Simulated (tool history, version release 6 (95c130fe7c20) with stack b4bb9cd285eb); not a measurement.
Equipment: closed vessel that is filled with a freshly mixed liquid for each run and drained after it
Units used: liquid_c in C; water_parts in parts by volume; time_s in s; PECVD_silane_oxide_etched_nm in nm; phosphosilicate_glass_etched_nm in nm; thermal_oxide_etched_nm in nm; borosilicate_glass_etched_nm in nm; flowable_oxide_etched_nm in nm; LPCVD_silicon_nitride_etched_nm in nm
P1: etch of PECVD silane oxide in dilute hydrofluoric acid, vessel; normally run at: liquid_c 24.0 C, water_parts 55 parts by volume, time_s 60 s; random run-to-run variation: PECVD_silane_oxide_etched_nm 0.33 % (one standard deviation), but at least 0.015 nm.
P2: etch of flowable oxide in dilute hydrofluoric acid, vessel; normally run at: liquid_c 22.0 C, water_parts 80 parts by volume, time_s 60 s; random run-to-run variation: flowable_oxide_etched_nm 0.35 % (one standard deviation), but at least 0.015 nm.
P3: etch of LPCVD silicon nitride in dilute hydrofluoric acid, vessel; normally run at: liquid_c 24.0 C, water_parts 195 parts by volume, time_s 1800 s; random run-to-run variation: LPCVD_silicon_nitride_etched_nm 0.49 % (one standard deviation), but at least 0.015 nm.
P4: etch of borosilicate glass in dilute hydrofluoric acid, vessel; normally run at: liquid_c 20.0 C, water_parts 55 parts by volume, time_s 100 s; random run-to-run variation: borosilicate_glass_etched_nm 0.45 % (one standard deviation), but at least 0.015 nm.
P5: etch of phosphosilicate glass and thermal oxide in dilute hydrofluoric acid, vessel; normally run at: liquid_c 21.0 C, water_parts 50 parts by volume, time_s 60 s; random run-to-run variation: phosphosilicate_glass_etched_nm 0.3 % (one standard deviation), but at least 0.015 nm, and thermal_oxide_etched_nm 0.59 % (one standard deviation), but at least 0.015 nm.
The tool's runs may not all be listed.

| run | hour | process | liquid_c | water_parts | time_s | PECVD_silane_oxide_etched_nm | phosphosilicate_glass_etched_nm | thermal_oxide_etched_nm | borosilicate_glass_etched_nm | flowable_oxide_etched_nm | LPCVD_silicon_nitride_etched_nm |
|---|---|---|---|---|---|---|---|---|---|---|---|
| 1 | 6.9 | P1 | 24.0 | 55 | 60 | 58.230 |  |  |  |  |  |
| 2 | 15.3 | P5 | 17.0 | 50 | 60 |  | 120.65 | 4.6127 |  |  |  |
| 3 | 23.5 | P4 | 20.0 | 20 | 100 |  |  |  | 127.330 |  |  |
| 4 | 28.7 | P1 | 24.0 | 55 | 95 | 92.064 |  |  |  |  |  |
| 5 | 38.6 | P1 | 24.0 | 20 | 60 | 168.230 |  |  |  |  |  |
| 6 | 45.8 | P1 | 24.0 | 55 | 60 | 58.289 |  |  |  |  |  |
| 7 | 50.8 | P1 | 24.0 | 55 | 60 | 57.899 |  |  |  |  |  |
| 8 | 60.3 | P2 | 22.0 | 80 | 60 |  |  |  |  | 21.191 |  |
| 9 | 65.7 | P2 | 22.0 | 80 | 100 |  |  |  |  | 34.981 |  |
| 10 | 71.6 | P3 | 24.0 | 195 | 3070 |  |  |  |  |  | 7.4298 |
| 11 | 76.7 | P4 | 20.0 | 55 | 35 |  |  |  | 15.491 |  |  |
| 12 | 81.3 | P2 | 27.0 | 80 | 60 |  |  |  |  | 25.683 |  |
| 13 | 87.0 | P4 | 27.5 | 55 | 100 |  |  |  | 60.032 |  |  |
| 14 | 93.1 | P1 | 28.5 | 55 | 60 | 69.668 |  |  |  |  |  |
| 15 | 103.0 | P5 | 21.0 | 85 | 60 |  | 80.33 | 3.1277 |  |  |  |
| 16 | 110.5 | P1 | 24.0 | 55 | 30 | 29.113 |  |  |  |  |  |
| 17 | 119.5 | P3 | 24.0 | 195 | 1800 |  |  |  |  |  | 4.3485 |
| 18 | 125.3 | P5 | 21.0 | 50 | 60 |  | 143.19 | 5.4849 |  |  |  |
| 19 | 131.1 | P1 | 30.0 | 95 | 60 | 40.477 |  |  |  |  |  |
| 20 | 137.0 | P1 | 24.0 | 55 | 60 | 58.162 |  |  |  |  |  |
| 21 | 145.4 | P1 | 17.0 | 55 | 60 | 43.246 |  |  |  |  |  |
| 22 | 153.8 | P3 | 24.0 | 195 | 1800 |  |  |  |  |  | 4.3606 |
| 23 | 160.2 | P1 | 24.0 | 95 | 105 | 55.976 |  |  |  |  |  |
| 24 | 165.5 | P3 | 24.0 | 345 | 1800 |  |  |  |  |  | 2.4961 |
| 25 | 172.7 | P4 | 20.0 | 55 | 100 |  |  |  | 44.259 |  |  |

Forecast run 26:
| 26 | 177.5 | P1 | 24.0 | 85 | 60 | ? |  |  |  |  |  |

PECVD_silane_oxide_etched_nm: 35.935 nm
